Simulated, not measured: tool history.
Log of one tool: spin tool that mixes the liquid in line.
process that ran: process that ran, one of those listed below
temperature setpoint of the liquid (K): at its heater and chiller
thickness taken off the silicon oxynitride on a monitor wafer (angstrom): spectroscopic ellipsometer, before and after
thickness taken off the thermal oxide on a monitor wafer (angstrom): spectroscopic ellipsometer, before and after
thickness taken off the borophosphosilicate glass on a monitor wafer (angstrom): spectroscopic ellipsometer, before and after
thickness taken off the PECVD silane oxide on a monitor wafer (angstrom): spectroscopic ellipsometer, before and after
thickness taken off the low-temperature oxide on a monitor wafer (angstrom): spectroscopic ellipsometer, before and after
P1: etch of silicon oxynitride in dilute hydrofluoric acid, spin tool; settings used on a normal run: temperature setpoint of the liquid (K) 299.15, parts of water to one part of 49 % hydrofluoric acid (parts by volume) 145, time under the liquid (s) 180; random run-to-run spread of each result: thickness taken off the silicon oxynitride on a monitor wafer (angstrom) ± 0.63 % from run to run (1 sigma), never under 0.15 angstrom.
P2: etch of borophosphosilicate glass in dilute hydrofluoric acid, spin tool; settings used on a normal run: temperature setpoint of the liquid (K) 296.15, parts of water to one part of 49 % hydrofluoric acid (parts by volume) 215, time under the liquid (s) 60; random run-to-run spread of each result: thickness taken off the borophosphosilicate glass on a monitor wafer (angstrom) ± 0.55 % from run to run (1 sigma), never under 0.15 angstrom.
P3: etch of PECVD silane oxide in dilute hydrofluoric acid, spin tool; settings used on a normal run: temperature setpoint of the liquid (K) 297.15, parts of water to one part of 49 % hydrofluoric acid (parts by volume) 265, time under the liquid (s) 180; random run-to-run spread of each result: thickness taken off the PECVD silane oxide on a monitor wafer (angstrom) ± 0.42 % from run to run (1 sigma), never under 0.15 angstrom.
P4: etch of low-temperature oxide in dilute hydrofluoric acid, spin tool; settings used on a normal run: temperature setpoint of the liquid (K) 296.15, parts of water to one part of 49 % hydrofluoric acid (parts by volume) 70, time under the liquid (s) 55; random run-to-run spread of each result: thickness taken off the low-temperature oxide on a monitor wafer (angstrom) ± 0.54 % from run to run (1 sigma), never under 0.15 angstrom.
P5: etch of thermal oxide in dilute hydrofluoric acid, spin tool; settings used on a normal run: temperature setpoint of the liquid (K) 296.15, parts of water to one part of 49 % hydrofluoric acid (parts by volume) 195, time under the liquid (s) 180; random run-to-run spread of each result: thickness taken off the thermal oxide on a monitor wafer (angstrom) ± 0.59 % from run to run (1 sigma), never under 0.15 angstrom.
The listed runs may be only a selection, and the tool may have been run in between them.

run,hour,process that ran,temperature setpoint of the liquid (K),parts of water to one part of 49 % hydrofluoric acid (parts by volume),time under the liquid (s),hours since the thermometer was replaced,hours since the hydrofluoric acid flow meter was replaced,thickness taken off the silicon oxynitride on a monitor wafer (angstrom),thickness taken off the thermal oxide on a monitor wafer (angstrom),thickness taken off the borophosphosilicate glass on a monitor wafer (angstrom),thickness taken off the PECVD silane oxide on a monitor wafer (angstrom),thickness taken off the low-temperature oxide on a monitor wafer (angstrom)
1,10.7,P1,299.15,145,180,177.5,1545.0,50.1640,,,,
2,21.7,P1,294.15,145,180,188.5,1556.0,39.4470,,,,
3,33.3,P5,296.15,195,275,200.1,1567.6,,56.765,,,
4,42.2,P2,296.15,40,60,209.0,1576.5,,,976.110,,
5,49.0,P1,299.15,145,305,215.8,1583.3,84.0680,,,,
6,61.2,P2,296.15,215,15,228.0,1595.5,,,37.146,,
7,70.6,P2,300.15,215,60,237.4,1604.9,,,172.670,,
8,80.6,P1,292.65,145,85,247.4,1614.9,17.4880,,,,
9,87.4,P3,297.15,265,180,254.2,1621.7,,,,278.95,
10,99.4,P4,296.15,70,90,266.2,1633.7,,,,,430.54
11,106.7,P1,299.15,255,180,273.5,1641.0,25.7570,,,,
12,116.0,P1,304.15,145,180,282.8,1650.3,61.6210,,,,
13,129.1,P5,291.15,195,180,295.9,1663.4,,31.006,,,
14,139.9,P1,299.15,50,180,306.7,1674.2,156.6900,,,,
15,147.5,P4,296.15,70,55,314.3,1681.8,,,,,266.74
16,157.9,P2,296.15,215,60,324.7,1692.2,,,149.430,,
17,170.2,P1,299.15,145,180,337.0,1704.5,50.5430,,,,
18,176.8,P3,297.15,265,90,343.6,1711.1,,,,139.01,
19,183.8,P3,297.15,265,180,350.6,1718.1,,,,281.51,
20,195.8,P4,296.15,70,55,362.6,1730.1,,,,,266.71
21,202.4,P4,296.15,30,55,369.2,1736.7,,,,,649.39
22,213.8,P3,297.15,425,180,380.6,1748.1,,,,149.59,
23,221.1,P1,299.15,145,180,387.9,1755.4,50.0610,,,,
24,230.7,P3,305.15,265,180,397.5,1765.0,,,,366.94,
25,242.4,P4,301.15,70,55,409.2,1776.7,,,,,323.78
26,252.1,P1,299.15,145,180,418.9,1786.4,50.1270,,,,
27,263.2,P1,299.15,145,15,430.0,1797.5,4.2172,,,,
28,273.8,P5,296.15,65,180,440.6,1808.1,,129.250,,,
29,285.4,P5,296.15,195,180,452.2,1819.7,,37.968,,,
30,291.8,P1,299.15,145,180,458.6,1826.1,49.7820,,,,
31,297.8,P1,299.15,145,180,464.6,1832.1,51.1760,,,,
32,310.4,P1,299.15,145,180,477.2,1844.7,51.7280,,,,
33,319.4,P1,299.15,145,180,486.2,1853.7,51.7910,,,,
34,330.8,P1,299.15,145,180,497.6,1865.1,52.1650,,,,
35,340.4,P1,299.15,145,180,507.2,1874.7,51.9380,,,,
36,348.0,P1,299.15,145,180,514.8,1882.3,53.0120,,,,
37,356.5,P1,299.15,145,180,523.3,1890.8,52.9510,,,,
38,367.9,P1,299.15,145,180,534.7,1902.2,53.4780,,,,

The output of P1 has drifted from where it used to be. Each of the 2 causes below, taken at the size shown beside it, accounts for the log equally well:
A: hydrofluoric acid flow above the setpoint (%) = 5.94
B: liquid hotter than its thermometer reads (K) = 1.45
The gradual shift began around hour 291.8.

Below are 4 check runs, each on a single wafer, with their results shown as question marks. Which of them would tell the listed causes apart, meaning the causes would give clearly different results under it?
check 1,379.3,P2,299.65,100,60,,,,,?,,
check 2,379.3,P4,300.15,70,55,,,,,,,?
check 3,379.3,P5,296.15,75,180,,,,?,,,
check 4,379.3,P3,300.65,420,180,,,,,,?,

What each check would give under each cause:
check,result,if A,if B
check 1,thickness taken off the borophosphosilicate glass on a monitor wafer (angstrom),444.730,440.610
check 2,thickness taken off the low-temperature oxide on a monitor wafer (angstrom),332.02,329.99
check 3,thickness taken off the thermal oxide on a monitor wafer (angstrom),118.490,117.970
check 4,thickness taken off the PECVD silane oxide on a monitor wafer (angstrom),184.18,177.74
Per check, the gap between the least separated pair of causes, taken in the result that splits them most: check 1 0.93 %; check 2 0.61 %; check 3 0.44 %; check 4 3.56 %
The causes can be told apart only by check 4. The other checks would give nearly the same results under each of them.

After running check 4, the following was obtained: thickness taken off the PECVD silane oxide on a monitor wafer (angstrom) 176.95. Which cause does this point to?

It is B: liquid hotter than its thermometer reads (K).

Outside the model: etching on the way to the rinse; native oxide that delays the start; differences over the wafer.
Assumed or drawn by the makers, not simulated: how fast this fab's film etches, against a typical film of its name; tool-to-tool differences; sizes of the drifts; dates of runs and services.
